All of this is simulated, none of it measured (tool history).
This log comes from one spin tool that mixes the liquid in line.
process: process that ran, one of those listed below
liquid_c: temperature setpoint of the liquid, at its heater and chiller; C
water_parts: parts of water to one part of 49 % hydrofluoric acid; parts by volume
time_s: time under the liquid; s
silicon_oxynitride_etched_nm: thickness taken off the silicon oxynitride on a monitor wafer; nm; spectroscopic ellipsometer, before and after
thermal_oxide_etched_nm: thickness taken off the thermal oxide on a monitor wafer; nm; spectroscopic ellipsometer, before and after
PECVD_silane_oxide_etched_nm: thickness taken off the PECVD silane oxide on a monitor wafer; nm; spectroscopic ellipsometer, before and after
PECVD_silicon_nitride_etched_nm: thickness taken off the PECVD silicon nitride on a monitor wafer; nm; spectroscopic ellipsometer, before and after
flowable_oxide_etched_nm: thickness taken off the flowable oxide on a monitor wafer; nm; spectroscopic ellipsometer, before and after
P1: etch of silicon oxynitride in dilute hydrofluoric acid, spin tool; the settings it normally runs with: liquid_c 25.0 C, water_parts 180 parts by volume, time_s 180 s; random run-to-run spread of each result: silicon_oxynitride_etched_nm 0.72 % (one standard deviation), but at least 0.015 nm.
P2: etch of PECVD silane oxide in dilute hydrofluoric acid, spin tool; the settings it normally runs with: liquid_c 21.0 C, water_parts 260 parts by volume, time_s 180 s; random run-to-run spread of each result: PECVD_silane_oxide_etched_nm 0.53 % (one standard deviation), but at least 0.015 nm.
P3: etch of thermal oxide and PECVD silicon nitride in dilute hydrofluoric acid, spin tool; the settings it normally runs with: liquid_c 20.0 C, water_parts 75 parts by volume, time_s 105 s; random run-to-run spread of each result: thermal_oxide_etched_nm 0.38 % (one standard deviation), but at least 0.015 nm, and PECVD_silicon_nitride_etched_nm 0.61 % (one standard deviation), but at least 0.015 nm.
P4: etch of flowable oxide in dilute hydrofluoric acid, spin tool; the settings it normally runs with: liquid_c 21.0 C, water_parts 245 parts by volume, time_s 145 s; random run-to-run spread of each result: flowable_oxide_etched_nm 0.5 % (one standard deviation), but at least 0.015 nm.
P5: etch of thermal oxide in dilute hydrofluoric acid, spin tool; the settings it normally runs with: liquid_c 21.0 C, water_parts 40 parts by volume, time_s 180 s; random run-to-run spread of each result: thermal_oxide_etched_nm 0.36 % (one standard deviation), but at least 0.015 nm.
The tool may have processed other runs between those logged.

run   hour  process  liquid_c  water_parts  time_s  hours since the thermometer was replaced  hours since the hydrofluoric acid flow meter was replaced  silicon_oxynitride_etched_nm  thermal_oxide_etched_nm  PECVD_silane_oxide_etched_nm  PECVD_silicon_nitride_etched_nm  flowable_oxide_etched_nm
  1    7.4       P1      25.0          180     180                                     303.9                                                      339.2                       3.85260
  2   18.7       P1      25.0          245     180                                     315.2                                                      350.5                       2.69110
  3   30.6       P1      25.0          180     180                                     327.1                                                      362.4                       3.87860
  4   40.6       P1      25.0          180     180                                     337.1                                                      372.4                       3.86960
  5   46.9       P5      21.0           40     180                                     343.4                                                      378.7                                                19.3560
  6   55.2       P2      21.0          105     180                                     351.7                                                      387.0                                                                              51.0870
  7   62.4       P1      25.0          180     325                                     358.9                                                      394.2                       6.98260
  8   70.6       P3      20.0           75      45                                     367.1                                                      402.4                                                 2.3426                                                         2.0440
  9   79.6       P5      21.0           40      40                                     376.1                                                      411.4                                                 4.2630
 10   92.7       P1      25.0           85     180                                     389.2                                                      424.5                       8.79900
 11  105.1       P3      20.0          140     105                                     401.6                                                      436.9                                                 2.7644                                                         2.5329
 12  118.0       P4      21.0          245     145                                     414.5                                                      449.8                                                                                                                                          11.847
 13  125.5       P5      29.5           40     180                                     422.0                                                      457.3                                                27.2300
 14  132.7       P1      25.0          180      20                                     429.2                                                      464.5                       0.42498
 15  140.9       P4      17.0          245     145                                     437.4                                                      472.7                                                                                                                                          10.174
 16  149.2       P2      21.0          260     180                                     445.7                                                      481.0                                                                              17.4940
 17  155.1       P1      25.0          180     180                                     451.6                                                      486.9                       3.82840
 18  166.3       P2      21.0          260      15                                     462.8                                                      498.1                                                                               1.4909
 19  177.9       P2      27.0          260     180                                     474.4                                                      509.7                                                                              21.6950
 20  186.4       P4      21.0          245     215                                     482.9                                                      518.2                                                                                                                                          17.393
 21  192.2       P2      21.0          260     180                                     488.7                                                      524.0                                                                              17.6770
 22  203.7       P3      17.0           75     105                                     500.2                                                      535.5                                                 4.8797                                                         3.8615

For run 23, what comes out?
 23  216.3       P1      30.5          180      15                                     512.8                                                      548.1                             ?

silicon_oxynitride_etched_nm: 0.41769 nm

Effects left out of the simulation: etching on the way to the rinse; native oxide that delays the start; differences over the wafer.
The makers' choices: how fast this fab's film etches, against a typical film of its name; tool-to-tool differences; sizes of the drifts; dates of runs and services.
